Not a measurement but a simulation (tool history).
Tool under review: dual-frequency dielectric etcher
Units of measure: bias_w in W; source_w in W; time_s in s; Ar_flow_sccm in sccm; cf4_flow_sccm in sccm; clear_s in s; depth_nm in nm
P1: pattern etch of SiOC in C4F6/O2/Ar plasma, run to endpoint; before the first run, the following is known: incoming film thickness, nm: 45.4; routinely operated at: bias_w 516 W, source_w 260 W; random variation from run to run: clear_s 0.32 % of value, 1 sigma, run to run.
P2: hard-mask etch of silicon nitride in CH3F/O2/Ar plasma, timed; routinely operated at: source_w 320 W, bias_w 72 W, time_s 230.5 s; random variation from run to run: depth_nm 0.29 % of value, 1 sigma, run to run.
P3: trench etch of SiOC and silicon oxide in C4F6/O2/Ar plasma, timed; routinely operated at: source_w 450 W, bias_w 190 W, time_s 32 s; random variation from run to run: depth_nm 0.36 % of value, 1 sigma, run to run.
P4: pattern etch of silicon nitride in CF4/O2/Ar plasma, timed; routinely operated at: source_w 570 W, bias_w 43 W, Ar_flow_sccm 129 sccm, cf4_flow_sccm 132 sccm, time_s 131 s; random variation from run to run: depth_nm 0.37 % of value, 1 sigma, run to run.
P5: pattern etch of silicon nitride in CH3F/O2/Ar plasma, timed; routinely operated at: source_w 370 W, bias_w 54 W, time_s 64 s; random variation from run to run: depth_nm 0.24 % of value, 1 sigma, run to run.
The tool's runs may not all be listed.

run   hour  process  bias_w  source_w  time_s  Ar_flow_sccm  cf4_flow_sccm  hours since the last wet clean  hours since the last bias power generator calibration  hours since the last source power generator calibration  clear_s  depth_nm
  1   11.8       P1     516       260                                                                133.8                                                  813.4                                                    952.2    17.69
  2   23.3       P3     190       590      32                                                        145.3                                                  824.9                                                    963.7             74.518
  3     37       P4      43       570     131           173            132                             159                                                  838.6                                                    977.4             260.65
  4   46.5       P5      39       370      64                                                        168.5                                                  848.1                                                    986.9             36.008
  5   53.1       P4      43       570   174.5           129            132                           175.1                                                  854.7                                                    993.5             363.89
  6   65.9       P4      43       570     131           129            132                           187.9                                                  867.5                                                   1006.3             272.13
  7   80.1       P2      72       230   230.5                                                        202.1                                                  881.7                                                   1020.5             126.89
  8   91.5       P4      43       420     131           129            132                           213.5                                                  893.1                                                   1031.9             209.95
  9  101.5       P3     190       450      32                                                        223.5                                                  903.1                                                   1041.9              67.76
 10  108.9       P4      43       570     131           129             82                           230.9                                                  910.5                                                   1049.3             256.17
 11    123       P1     516       260                                                                  245                                                  924.6                                                   1063.4   17.722
 12  132.6       P4      35       570     131           129            132                           254.6                                                  934.2                                                     1073             253.97
 13  141.5       P2      99       320   230.5                                                        263.5                                                  943.1                                                   1081.9             161.64
 14  154.9       P1     516       340                                                                276.9                                                  956.5                                                   1095.3   16.035
 15  169.6       P2      72       320     333                                                        291.6                                                  971.2                                                     1110             207.57
 16  181.5       P3     146       450      32                                                        303.5                                                  983.1                                                   1121.9             62.167
 17  193.5       P3     190       450    24.5                                                        315.5                                                  995.1                                                   1133.9             51.534
 18  203.1       P1     695       260                                                                325.1                                                 1004.7                                                   1143.5   15.752
 19  217.3       P5      54       480      64                                                        339.3                                                 1018.9                                                   1157.7             43.984
 20  226.5       P5      54       370      64                                                        348.5                                                 1028.1                                                   1166.9             39.842
 21  241.8       P4      43       570     131           129            132                           363.8                                                 1043.4                                                   1182.2              274.1
     248.9  -- bias power generator calibrated
 22  250.1       P1     516       260                                                                372.1                                                    1.3                                                   1190.5   17.684
 23  260.8       P2      72       320   230.5                                                        382.8                                                     12                                                   1201.2             143.72
 24  272.6       P1     516       180                                                                394.6                                                   23.8                                                     1213   20.254
 25  284.9       P1     616       170                                                                406.9                                                   36.1                                                   1225.3   19.197
 26    296       P1     705       310                                                                  418                                                   47.2                                                   1236.4   14.685
 27  303.6       P1     392       260                                                                425.6                                                   54.8                                                     1244   19.627
 28  311.2       P2      72       320   230.5                                                        433.2                                                   62.4                                                   1251.6             143.51
 29  318.2       P1     516       260                                                                440.2                                                   69.4                                                   1258.6   17.725
 30  333.3       P5      54       370    93.5                                                        455.3                                                   84.5                                                   1273.7             58.208
 31  343.3       P1     516       260                                                                465.3                                                   94.5                                                   1283.7   17.781
 32  350.5       P1     516       260                                                                472.5                                                  101.7                                                   1290.9   17.706
 33  364.5       P1     516       260                                                                486.5                                                  115.7                                                   1304.9    17.81
 34  372.9       P1     516       260                                                                494.9                                                  124.1                                                   1313.3   17.877
 35  387.5       P1     516       260                                                                509.5                                                  138.7                                                   1327.9   17.961
 36  396.5       P1     516       260                                                                518.5                                                  147.7                                                   1336.9   17.954
 37  408.1       P1     516       260                                                                530.1                                                  159.3                                                   1348.5   17.865
 38    421       P1     516       260                                                                  543                                                  172.2                                                   1361.4   18.072
     421.6  -- wet clean of the chamber
 39  433.9       P1     516       260                                                                 12.4                                                  185.1                                                   1374.3   18.012
 40  446.5       P1     516       260                                                                   25                                                  197.7                                                   1386.9   17.932
 41  455.5       P1     516       260                                                                   34                                                  206.7                                                   1395.9   17.981
 42  462.1       P1     516       260                                                                 40.6                                                  213.3                                                   1402.5    17.95
 43  471.2       P1     516       260                                                                 49.7                                                  222.4                                                   1411.6    18.03

P1 has crept away from where it was. The log is fitted equally well by each of these 2 causes, at the sizes shown:
A: bias power that arrives under what is set, % = 4.09
B: source power that arrives under what is set, % = 4.27
The process output started creeping at around hour 350.5.
Ruled out, with reasons:
chamber walls in a state that lowers the etch rate, %: work on it at hour 421.6, done after the drift set in, did not restore what the process gave before

4 check runs are offered, each on 2 wafers whose results are averaged, their results left as question marks. Which one tells the causes apart?
check 1  480.3       P2      72       320   230.5                                                                                                                                                                                               ?
check 2  480.3       P3     190       450      32                                                                                                                                                                                               ?
check 3  480.3       P5      54       370      64                                                                                                                                                                                               ?
check 4  480.3       P4      43       570     131           129            132                                                                                                                                                                  ?

What each check would give under each cause:
  check    result    if A    if B
check 1  depth_nm  141.25  140.98
check 2  depth_nm  66.547  66.296
check 3  depth_nm  39.324  39.188
check 4  depth_nm  269.01  262.79
Per check, the gap between the least separated pair of causes, taken in the result that splits them most: check 1 0.19 %; check 2 0.38 %; check 3 0.35 %; check 4 2.34 %
The other checks would show nearly matching results whichever cause is true, so check 4 is the only one that separates the causes.

Check 4 was carried out, with these results: depth_nm 268.43 nm. Which of the listed causes is responsible?

Of the candidate causes, it is A: bias power that arrives under what is set, %.
